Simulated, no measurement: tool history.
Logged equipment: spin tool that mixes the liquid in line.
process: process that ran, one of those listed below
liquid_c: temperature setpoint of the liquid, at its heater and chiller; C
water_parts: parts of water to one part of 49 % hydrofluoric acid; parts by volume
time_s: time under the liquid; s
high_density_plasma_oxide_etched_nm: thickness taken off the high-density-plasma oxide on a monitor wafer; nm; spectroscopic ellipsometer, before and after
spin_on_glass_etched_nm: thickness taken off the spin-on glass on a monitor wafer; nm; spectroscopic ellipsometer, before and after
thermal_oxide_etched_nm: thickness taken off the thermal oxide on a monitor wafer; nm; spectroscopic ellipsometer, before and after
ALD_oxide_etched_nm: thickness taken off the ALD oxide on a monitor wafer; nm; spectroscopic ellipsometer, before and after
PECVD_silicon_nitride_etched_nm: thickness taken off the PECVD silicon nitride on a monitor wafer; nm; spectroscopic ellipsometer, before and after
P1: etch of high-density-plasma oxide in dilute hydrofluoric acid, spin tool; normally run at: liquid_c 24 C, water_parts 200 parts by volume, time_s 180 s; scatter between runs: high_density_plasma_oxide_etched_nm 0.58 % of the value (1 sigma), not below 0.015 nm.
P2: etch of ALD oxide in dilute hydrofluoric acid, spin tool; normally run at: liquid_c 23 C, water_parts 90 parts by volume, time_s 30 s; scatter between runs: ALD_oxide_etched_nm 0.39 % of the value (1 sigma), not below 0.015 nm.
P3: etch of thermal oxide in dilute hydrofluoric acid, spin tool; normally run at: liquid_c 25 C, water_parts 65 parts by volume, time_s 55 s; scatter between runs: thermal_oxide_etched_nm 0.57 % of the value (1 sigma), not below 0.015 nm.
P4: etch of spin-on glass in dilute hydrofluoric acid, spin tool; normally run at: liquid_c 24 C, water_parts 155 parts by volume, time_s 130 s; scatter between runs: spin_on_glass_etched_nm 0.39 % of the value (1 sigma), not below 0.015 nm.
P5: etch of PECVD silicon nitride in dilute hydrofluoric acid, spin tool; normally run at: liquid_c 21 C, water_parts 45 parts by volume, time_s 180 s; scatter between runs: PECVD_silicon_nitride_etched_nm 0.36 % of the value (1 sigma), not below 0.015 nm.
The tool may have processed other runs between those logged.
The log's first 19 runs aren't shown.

| run | day | process | liquid_c | water_parts | time_s | high_density_plasma_oxide_etched_nm | spin_on_glass_etched_nm | thermal_oxide_etched_nm | ALD_oxide_etched_nm | PECVD_silicon_nitride_etched_nm |
|---|---|---|---|---|---|---|---|---|---|---|
| 20 | 4.546 | P2 | 23 | 40 | 30 |  |  |  | 17.898 |  |
| 21 | 4.775 | P1 | 30 | 200 | 180 | 5.5916 |  |  |  |  |
| 22 | 5.008 | P5 | 21 | 20 | 180 |  |  |  |  | 14.893 |
| 23 | 5.171 | P5 | 28 | 45 | 180 |  |  |  |  | 10.875 |
| 24 | 5.471 | P3 | 25 | 65 | 25 |  |  | 1.8695 |  |  |
| 25 | 5.621 | P3 | 25 | 115 | 55 |  |  | 2.1791 |  |  |
| 26 | 5.854 | P2 | 23 | 90 | 30 |  |  |  | 7.516 |  |
| 27 | 6.067 | P3 | 32.5 | 65 | 55 |  |  | 5.477 |  |  |
| 28 | 6.308 | P1 | 24 | 200 | 180 | 4.5342 |  |  |  |  |
| 29 | 6.512 | P1 | 24 | 290 | 180 | 2.8436 |  |  |  |  |
| 30 | 6.775 | P5 | 21 | 45 | 15 |  |  |  |  | 0.5981 |
| 31 | 7.05 | P1 | 24 | 275 | 55 | 0.9329 |  |  |  |  |
| 32 | 7.25 | P4 | 24 | 260 | 130 |  | 19.648 |  |  |  |
| 33 | 7.396 | P1 | 24 | 200 | 180 | 4.5748 |  |  |  |  |
| 34 | 7.6 | P1 | 24 | 200 | 180 | 4.3598 |  |  |  |  |
| 35 | 7.846 | P1 | 24 | 200 | 180 | 4.3324 |  |  |  |  |
| 36 | 8.062 | P1 | 24 | 200 | 180 | 4.2997 |  |  |  |  |
| 37 | 8.346 | P1 | 24 | 200 | 180 | 4.2329 |  |  |  |  |
| 38 | 8.546 | P1 | 24 | 200 | 180 | 4.1924 |  |  |  |  |
| 39 | 8.812 | P1 | 24 | 200 | 180 | 4.1952 |  |  |  |  |

Predict the results of run 40:
| 40 | 9.004 | P1 | 24 | 200 | 180 | ? |  |  |  |  |

{"run 40": {"high_density_plasma_oxide_etched_nm": 4.1162}}
